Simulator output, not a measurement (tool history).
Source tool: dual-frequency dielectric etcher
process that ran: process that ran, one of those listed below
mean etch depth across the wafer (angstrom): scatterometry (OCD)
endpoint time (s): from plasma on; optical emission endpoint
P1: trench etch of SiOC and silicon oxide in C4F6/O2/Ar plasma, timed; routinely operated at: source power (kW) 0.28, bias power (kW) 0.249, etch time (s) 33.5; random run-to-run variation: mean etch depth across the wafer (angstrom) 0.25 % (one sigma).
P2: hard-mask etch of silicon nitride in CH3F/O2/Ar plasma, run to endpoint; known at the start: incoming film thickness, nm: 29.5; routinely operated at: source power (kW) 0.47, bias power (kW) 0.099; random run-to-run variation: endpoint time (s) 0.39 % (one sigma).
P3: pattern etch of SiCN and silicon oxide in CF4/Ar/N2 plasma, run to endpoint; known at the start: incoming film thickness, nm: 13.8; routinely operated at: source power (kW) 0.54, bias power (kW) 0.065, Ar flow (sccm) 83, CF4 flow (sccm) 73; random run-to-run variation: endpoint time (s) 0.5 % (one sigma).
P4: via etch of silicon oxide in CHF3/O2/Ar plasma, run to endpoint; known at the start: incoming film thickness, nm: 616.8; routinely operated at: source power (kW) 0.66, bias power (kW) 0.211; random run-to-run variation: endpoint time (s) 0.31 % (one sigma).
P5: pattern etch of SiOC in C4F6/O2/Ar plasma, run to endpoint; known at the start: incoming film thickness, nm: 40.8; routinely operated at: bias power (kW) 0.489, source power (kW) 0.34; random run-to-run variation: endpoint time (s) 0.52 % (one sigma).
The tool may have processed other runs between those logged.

| run | day | process that ran | source power (kW) | bias power (kW) | etch time (s) | Ar flow (sccm) | CF4 flow (sccm) | mean etch depth across the wafer (angstrom) | endpoint time (s) |
|---|---|---|---|---|---|---|---|---|---|
| 1 | 0.183 | P1 | 0.28 | 0.249 | 33.5 |  |  | 667.11 |  |
| 2 | 0.388 | P2 | 0.56 | 0.099 |  |  |  |  | 33.874 |
| 3 | 0.546 | P3 | 0.54 | 0.065 |  | 83 | 73 |  | 13.765 |
| 4 | 0.771 | P1 | 0.2 | 0.249 | 33.5 |  |  | 586.25 |  |
| 5 | 1.079 | P5 | 0.34 | 0.489 |  |  |  |  | 14.681 |
| 6 | 1.233 | P5 | 0.34 | 0.489 |  |  |  |  | 14.666 |
| 7 | 1.404 | P3 | 0.54 | 0.065 |  | 83 | 73 |  | 13.758 |
| 8 | 1.754 | P3 | 0.54 | 0.039 |  | 83 | 73 |  | 16.078 |
| 9 | 1.908 | P5 | 0.34 | 0.672 |  |  |  |  | 13.091 |
| 10 | 2.133 | P1 | 0.28 | 0.166 | 33.5 |  |  | 582.81 |  |
| 11 | 2.404 | P2 | 0.47 | 0.139 |  |  |  |  | 31.797 |
| 12 | 2.588 | P1 | 0.28 | 0.249 | 33.5 |  |  | 664.89 |  |
| 13 | 2.938 | P3 | 0.54 | 0.065 |  | 83 | 55 |  | 14.364 |
| 14 | 3.204 | P1 | 0.28 | 0.249 | 33.5 |  |  | 668.58 |  |
|  | 3.279 | source power generator calibrated |
| 15 | 3.438 | P4 | 0.89 | 0.211 |  |  |  |  | 253.61 |
| 16 | 3.621 | P1 | 0.28 | 0.249 | 33.5 |  |  | 667.89 |  |
| 17 | 3.942 | P2 | 0.47 | 0.099 |  |  |  |  | 36.107 |
| 18 | 4.225 | P1 | 0.28 | 0.249 | 45 |  |  | 898.18 |  |
| 19 | 4.433 | P1 | 0.28 | 0.249 | 33.5 |  |  | 667.17 |  |
| 20 | 4.658 | P1 | 0.38 | 0.249 | 33.5 |  |  | 749.22 |  |
| 21 | 4.917 | P1 | 0.28 | 0.353 | 33.5 |  |  | 752.4 |  |
| 22 | 5.262 | P5 | 0.47 | 0.489 |  |  |  |  | 13.015 |
| 23 | 5.425 | P4 | 0.66 | 0.143 |  |  |  |  | 327.15 |
| 24 | 5.725 | P3 | 0.54 | 0.065 |  | 118 | 73 |  | 14.697 |
| 25 | 6.054 | P1 | 0.37 | 0.167 | 33.5 |  |  | 648.19 |  |
| 26 | 6.383 | P1 | 0.39 | 0.208 | 33.5 |  |  | 714.9 |  |
| 27 | 6.658 | P3 | 0.69 | 0.065 |  | 83 | 73 |  | 11.106 |
| 28 | 6.817 | P1 | 0.28 | 0.249 | 33.5 |  |  | 666.96 |  |
| 29 | 7.158 | P2 | 0.47 | 0.099 |  |  |  |  | 36.239 |
| 30 | 7.508 | P4 | 0.66 | 0.211 |  |  |  |  | 285.89 |
| 31 | 7.767 | P1 | 0.36 | 0.163 | 33.5 |  |  | 639.14 |  |
| 32 | 8.004 | P1 | 0.28 | 0.249 | 24 |  |  | 475.24 |  |
| 33 | 8.296 | P1 | 0.28 | 0.249 | 33.5 |  |  | 664.35 |  |
| 34 | 8.529 | P1 | 0.28 | 0.249 | 33.5 |  |  | 664.77 |  |
| 35 | 8.696 | P1 | 0.28 | 0.249 | 33.5 |  |  | 667.63 |  |
| 36 | 8.996 | P1 | 0.28 | 0.249 | 33.5 |  |  | 672.09 |  |
| 37 | 9.262 | P1 | 0.28 | 0.249 | 33.5 |  |  | 675.01 |  |
|  | 9.475 | wet clean of the chamber |
| 38 | 9.479 | P1 | 0.28 | 0.249 | 33.5 |  |  | 675.73 |  |
| 39 | 9.783 | P1 | 0.28 | 0.249 | 33.5 |  |  | 673.92 |  |
| 40 | 10.104 | P1 | 0.28 | 0.249 | 33.5 |  |  | 674.75 |  |
| 41 | 10.304 | P1 | 0.28 | 0.249 | 33.5 |  |  | 678.12 |  |

Compared with where it was, what P1 gives has crept away. Each cause listed below fits the log as well as the rest, at the size given for it:
A: bias power that arrives over what is set, % = 3.71
B: source power that arrives over what is set, % = 3.39
The onset of the drift is placed at about day 8.529.
All other causes, with the reason each is excluded:
chamber walls in a state that raises the etch rate, %: serviced at day 9.475, after the drift had started, without restoring the earlier output

Consider the 4 check runs below, whose results appear as question marks and each of which averages 5 wafers. Which one distinguishes the causes, in that each cause would give it a clearly different result?
| check 1 | 10.504 | P2 | 0.55 | 0.128 |  |  |  |  | ? |
| check 2 | 10.504 | P4 | 0.79 | 0.145 |  |  |  |  | ? |
| check 3 | 10.504 | P5 | 0.44 | 0.638 |  |  |  |  | ? |
| check 4 | 10.504 | P3 | 0.54 | 0.04 |  | 83 | 73 |  | ? |

If the cause were each of the candidates in turn, the checks would give the following:
| check | result | if A | if B |
|---|---|---|---|
| check 1 | endpoint time (s) | 30.624 | 30.667 |
| check 2 | endpoint time (s) | 299.47 | 299.02 |
| check 3 | endpoint time (s) | 11.892 | 11.914 |
| check 4 | endpoint time (s) | 15.763 | 15.449 |
Per check, the gap between the least separated pair of causes, taken in the result that splits them most: check 1 0.14 %; check 2 0.15 %; check 3 0.18 %; check 4 2.01 %
Only in check 4 would the causes give clearly different results; in the remaining checks their results would be nearly the same.

Check 4 was carried out, with these results: endpoint time (s) 15.421. Which of the listed causes is responsible?

The correct cause is B, namely: source power that arrives over what is set, %.

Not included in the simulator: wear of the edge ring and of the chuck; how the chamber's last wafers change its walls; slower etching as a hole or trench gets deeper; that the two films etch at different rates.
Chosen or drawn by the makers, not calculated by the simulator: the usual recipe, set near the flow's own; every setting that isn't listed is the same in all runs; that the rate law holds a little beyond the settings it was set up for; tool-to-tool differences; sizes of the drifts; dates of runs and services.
